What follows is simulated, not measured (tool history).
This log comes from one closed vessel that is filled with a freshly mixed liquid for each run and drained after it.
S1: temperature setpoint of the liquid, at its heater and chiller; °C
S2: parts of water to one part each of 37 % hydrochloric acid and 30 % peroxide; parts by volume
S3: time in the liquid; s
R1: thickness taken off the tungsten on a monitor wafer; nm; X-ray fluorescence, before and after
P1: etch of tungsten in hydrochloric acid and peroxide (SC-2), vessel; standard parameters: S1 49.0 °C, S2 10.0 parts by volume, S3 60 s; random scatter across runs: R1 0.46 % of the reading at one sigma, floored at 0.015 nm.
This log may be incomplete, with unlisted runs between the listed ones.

run     day    S1    S2   S3       R1
  1   0.588  49.0  10.0   60   7.9680
      0.979  -- new drum of peroxide connected
  2   1.046  49.0  10.0   60   7.9687
  3   1.712  49.0   4.0   60  16.1000
  4   2.450  49.0  10.0   60   7.9480
  5   2.800  49.0  10.0   60   8.0180
  6   3.246  39.5  10.0   30   2.0577
  7   3.975  61.0  10.0   60  17.4380
  8   4.467  49.0  15.0  115  10.7940
  9   4.946  49.0  10.0   30   3.9841
 10   5.317  49.0  10.0  115  15.2460
 11   5.758  49.0  10.0   60   8.0166
 12   6.188  63.5  10.0   95  31.9500
 13   6.825  35.5  10.0   60   3.0806
 14   7.154  49.0  16.5   60   5.1468
 15   7.729  49.0  10.0   60   8.0184
 16   8.179  49.0  10.0   60   7.9970
 17   8.683  49.0  10.0   60   7.6612
 18   9.408  49.0  10.0   60   7.4832
 19   9.796  49.0  10.0   60   7.3763
 20  10.433  49.0  10.0   60   7.2434
 21  10.962  49.0  10.0   60   7.2585
 22  11.612  49.0  10.0   60   7.3069
     11.850  -- new drum of peroxide connected
 23  12.317  49.0  10.0   60   7.1649
 24  12.796  49.0  10.0   60   7.1601
 25  13.142  49.0  10.0   60   7.1482

Something has made what P1 gives creep away from where it was; the 2 causes below, each at its own stated size, fit the log equally well:
A: chemicals flow below the setpoint (%) = 11.4
B: liquid colder than its thermometer reads (K) = 1.52
The onset of the drift is placed at about day 8.179.
Why every other cause is out:
peroxide weaker than its label (%): serviced at day 11.850, after the drift had started, without restoring the earlier output

4 check runs are offered, each on 3 wafers whose results are averaged, their results left as question marks. Which one tells the causes apart?
check 1  13.488  49.0  13.0  105   ?
check 2  13.488  49.0   4.0   35   ?
check 3  13.488  36.5  16.5   60   ?
check 4  13.488  49.0  10.0  110   ?

Predicted outcomes, by check and by cause:
  check  result     if A     if B
check 1      R1  10.0380  10.0710
check 2      R1   8.5628   8.3923
check 3      R1   1.9380   1.9335
check 4      R1  13.1960  13.1880
Per-check spread between the two closest causes, in the result where they differ most: check 1 0.33 %; check 2 2.01 %; check 3 0.23 %; check 4 0.06 %
The other checks would show nearly matching results whichever cause is true, so check 2 is the only one that separates the causes.

Check 2 was then run and gave: R1 8.3935 nm. Which cause is it?

The correct cause is B, namely: liquid colder than its thermometer reads (K).
